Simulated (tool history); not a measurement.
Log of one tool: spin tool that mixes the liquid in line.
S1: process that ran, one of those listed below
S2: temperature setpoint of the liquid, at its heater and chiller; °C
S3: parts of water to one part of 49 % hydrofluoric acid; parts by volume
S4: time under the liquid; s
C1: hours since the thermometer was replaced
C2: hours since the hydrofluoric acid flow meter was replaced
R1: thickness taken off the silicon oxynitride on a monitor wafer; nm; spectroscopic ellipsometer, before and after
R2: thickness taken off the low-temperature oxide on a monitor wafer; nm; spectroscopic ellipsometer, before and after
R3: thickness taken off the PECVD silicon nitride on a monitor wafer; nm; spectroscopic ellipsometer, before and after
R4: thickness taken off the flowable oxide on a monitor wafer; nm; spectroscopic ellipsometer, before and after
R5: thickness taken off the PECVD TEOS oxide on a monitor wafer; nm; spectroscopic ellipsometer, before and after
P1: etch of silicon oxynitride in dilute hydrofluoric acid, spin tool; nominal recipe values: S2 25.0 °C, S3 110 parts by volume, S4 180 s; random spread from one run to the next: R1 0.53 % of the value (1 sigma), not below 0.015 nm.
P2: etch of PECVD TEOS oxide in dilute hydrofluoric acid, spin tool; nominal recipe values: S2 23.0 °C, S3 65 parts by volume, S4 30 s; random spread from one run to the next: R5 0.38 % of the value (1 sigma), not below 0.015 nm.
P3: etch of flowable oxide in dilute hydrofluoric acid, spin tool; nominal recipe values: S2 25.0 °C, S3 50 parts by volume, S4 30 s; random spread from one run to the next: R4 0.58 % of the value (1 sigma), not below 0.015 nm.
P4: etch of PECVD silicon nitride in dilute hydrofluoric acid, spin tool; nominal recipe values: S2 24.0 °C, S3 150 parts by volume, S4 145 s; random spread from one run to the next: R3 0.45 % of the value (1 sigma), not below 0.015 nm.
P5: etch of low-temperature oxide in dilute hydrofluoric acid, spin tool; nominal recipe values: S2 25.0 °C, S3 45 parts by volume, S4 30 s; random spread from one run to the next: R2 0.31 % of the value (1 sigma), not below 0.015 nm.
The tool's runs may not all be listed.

Run 1, hour 5.5: S1 P1, S2 25.0 °C, S3 110 parts by volume, S4 180 s; C1 1460.7; C2 646.0. Result: R1 5.78000 nm.
Run 2, hour 12.2: S1 P5, S2 25.0 °C, S3 45 parts by volume, S4 15 s; C1 1467.4; C2 652.7. Result: R2 3.9404 nm.
Run 3, hour 21.0: S1 P1, S2 25.0 °C, S3 110 parts by volume, S4 350 s; C1 1476.2; C2 661.5. Result: R1 11.26000 nm.
Run 4, hour 30.1: S1 P4, S2 17.0 °C, S3 150 parts by volume, S4 145 s; C1 1485.3; C2 670.6. Result: R3 3.45240 nm.
Run 5, hour 38.7: S1 P4, S2 24.0 °C, S3 150 parts by volume, S4 145 s; C1 1493.9; C2 679.2. Result: R3 5.48230 nm.
Run 6, hour 46.5: S1 P5, S2 25.0 °C, S3 20 parts by volume, S4 30 s; C1 1501.7; C2 687.0. Result: R2 18.1260 nm.
Run 7, hour 57.9: S1 P5, S2 19.0 °C, S3 45 parts by volume, S4 30 s; C1 1513.1; C2 698.4. Result: R2 6.0614 nm.
Run 8, hour 63.6: S1 P3, S2 25.0 °C, S3 50 parts by volume, S4 15 s; C1 1518.8; C2 704.1. Result: R4 11.376 nm.
Run 9, hour 69.2: S1 P2, S2 23.0 °C, S3 65 parts by volume, S4 15 s; C1 1524.4; C2 709.7. Result: R5 4.0564 nm.
Run 10, hour 75.0: S1 P1, S2 25.0 °C, S3 110 parts by volume, S4 180 s; C1 1530.2; C2 715.5. Result: R1 5.72280 nm.
Run 11, hour 85.0: S1 P3, S2 19.5 °C, S3 50 parts by volume, S4 30 s; C1 1540.2; C2 725.5. Result: R4 18.304 nm.
Run 12, hour 92.3: S1 P1, S2 25.0 °C, S3 110 parts by volume, S4 180 s; C1 1547.5; C2 732.8. Result: R1 5.83730 nm.
Run 13, hour 98.7: S1 P1, S2 25.0 °C, S3 110 parts by volume, S4 180 s; C1 1553.9; C2 739.2. Result: R1 5.78480 nm.
Run 14, hour 109.9: S1 P2, S2 23.0 °C, S3 65 parts by volume, S4 30 s; C1 1565.1; C2 750.4. Result: R5 8.0212 nm.
Run 15, hour 115.7: S1 P3, S2 25.0 °C, S3 50 parts by volume, S4 30 s; C1 1570.9; C2 756.2. Result: R4 23.063 nm.
Run 16, hour 121.1: S1 P1, S2 21.0 °C, S3 110 parts by volume, S4 15 s; C1 1576.3; C2 761.6. Result: R1 0.38702 nm.
Run 17, hour 131.7: S1 P1, S2 25.0 °C, S3 190 parts by volume, S4 180 s; C1 1586.9; C2 772.2. Result: R1 3.15230 nm.
Run 18, hour 138.8: S1 P1, S2 25.0 °C, S3 110 parts by volume, S4 180 s; C1 1594.0; C2 779.3. Result: R1 5.82960 nm.
Run 19, hour 144.2: S1 P1, S2 25.0 °C, S3 110 parts by volume, S4 15 s; C1 1599.4; C2 784.7. Result: R1 0.48635 nm.
Run 20, hour 150.5: S1 P1, S2 29.0 °C, S3 110 parts by volume, S4 180 s; C1 1605.7; C2 791.0. Result: R1 6.94570 nm.
Run 21, hour 161.8: S1 P1, S2 25.0 °C, S3 20 parts by volume, S4 180 s; C1 1617.0; C2 802.3. Result: R1 34.34300 nm.
Run 22, hour 169.1: S1 P2, S2 23.0 °C, S3 20 parts by volume, S4 30 s; C1 1624.3; C2 809.6. Result: R5 27.7860 nm.
Run 23, hour 180.8: S1 P5, S2 25.0 °C, S3 45 parts by volume, S4 30 s; C1 1636.0; C2 821.3. Result: R2 7.8563 nm.
Run 24, hour 190.4: S1 P1, S2 20.0 °C, S3 110 parts by volume, S4 180 s; C1 1645.6; C2 830.9. Result: R1 4.52730 nm.
Run 25, hour 197.7: S1 P1, S2 25.0 °C, S3 110 parts by volume, S4 180 s; C1 1652.9; C2 838.2. Result: R1 5.76610 nm.
Run 26, hour 208.8: S1 P3, S2 25.0 °C, S3 20 parts by volume, S4 30 s; C1 1664.0; C2 849.3. Result: R4 59.704 nm.
Run 27, hour 214.5: S1 P2, S2 17.0 °C, S3 65 parts by volume, S4 30 s; C1 1669.7; C2 855.0. Result: R5 6.3241 nm.
Run 28, hour 220.1: S1 P1, S2 25.0 °C, S3 110 parts by volume, S4 180 s; C1 1675.3; C2 860.6. Result: R1 5.81390 nm.
Run 29, hour 228.2: S1 P1, S2 25.0 °C, S3 145 parts by volume, S4 295 s; C1 1683.4; C2 868.7. Result: R1 7.00030 nm.
Run 30, hour 239.6: S1 P5, S2 25.0 °C, S3 45 parts by volume, S4 30 s; C1 1694.8; C2 880.1. Result: R2 7.8009 nm.
Run 31, hour 248.9: S1 P4, S2 24.0 °C, S3 150 parts by volume, S4 15 s; C1 1704.1; C2 889.4. Result: R3 0.56033 nm.
Run 32, hour 256.6: S1 P4, S2 24.0 °C, S3 85 parts by volume, S4 145 s; C1 1711.8; C2 897.1. Result: R3 9.55460 nm.
Run 33, hour 264.4: S1 P1, S2 25.0 °C, S3 110 parts by volume, S4 180 s; C1 1719.6; C2 904.9. Result: R1 5.86480 nm.
Run 34, hour 271.4: S1 P1, S2 25.0 °C, S3 110 parts by volume, S4 180 s; C1 1726.6; C2 911.9. Result: R1 5.64940 nm.
Run 35, hour 282.4: S1 P1, S2 25.0 °C, S3 110 parts by volume, S4 180 s; C1 1737.6; C2 922.9. Result: R1 5.51590 nm.
Run 36, hour 293.7: S1 P1, S2 25.0 °C, S3 110 parts by volume, S4 180 s; C1 1748.9; C2 934.2. Result: R1 5.45910 nm.
Run 37, hour 302.6: S1 P1, S2 25.0 °C, S3 110 parts by volume, S4 180 s; C1 1757.8; C2 943.1. Result: R1 5.45670 nm.
Run 38, hour 313.6: S1 P1, S2 25.0 °C, S3 110 parts by volume, S4 180 s; C1 1768.8; C2 954.1. Result: R1 5.38690 nm.
Run 39, hour 323.0: S1 P1, S2 25.0 °C, S3 110 parts by volume, S4 180 s; C1 1778.2; C2 963.5. Result: R1 5.42500 nm.
Run 40, hour 334.6: S1 P1, S2 25.0 °C, S3 110 parts by volume, S4 180 s; C1 1789.8; C2 975.1. Result: R1 5.38850 nm.

The output of P1 has drifted from where it used to be. Each of the 2 causes below, taken at the size shown beside it, accounts for the log equally well:
A: liquid colder than its thermometer reads (K) = 1.51
B: hydrofluoric acid flow below the setpoint (%) = 6.24
At approximately hour 264.4, the process output began to creep.

Each of the check runs listed below is run on 5 wafers and reports their average, with the results left as question marks. Pick the one under which the possible causes would lead to clearly different results.
Run check 1, hour 346.2: S1 P5, S2 25.0 °C, S3 20 parts by volume, S4 15 s. Result: R2 ?.
Run check 2, hour 346.2: S1 P2, S2 17.0 °C, S3 35 parts by volume, S4 30 s. Result: R5 ?.
Run check 3, hour 346.2: S1 P3, S2 20.5 °C, S3 50 parts by volume, S4 30 s. Result: R4 ?.
Run check 4, hour 346.2: S1 P4, S2 24.0 °C, S3 85 parts by volume, S4 25 s. Result: R3 ?.

What every check run would give for each of its results, assuming each possible cause in turn:
  check  result     if A     if B
check 1      R2   8.5482   8.5260
check 2      R5  11.3060  11.3020
check 3      R4   17.918   17.842
check 4      R3  1.50450  1.56150
How far apart the two closest causes lie, in the result that separates them most: check 1 0.26 %; check 2 0.04 %; check 3 0.43 %; check 4 3.72 %
Check 4 distinguishes between the causes, while the remaining checks would return nearly the same result for all of them.

Check 4 has now been run. It gave: R3 1.50180 nm. Which of the candidate causes is it?

Of the candidate causes, it is A: liquid colder than its thermometer reads (K).

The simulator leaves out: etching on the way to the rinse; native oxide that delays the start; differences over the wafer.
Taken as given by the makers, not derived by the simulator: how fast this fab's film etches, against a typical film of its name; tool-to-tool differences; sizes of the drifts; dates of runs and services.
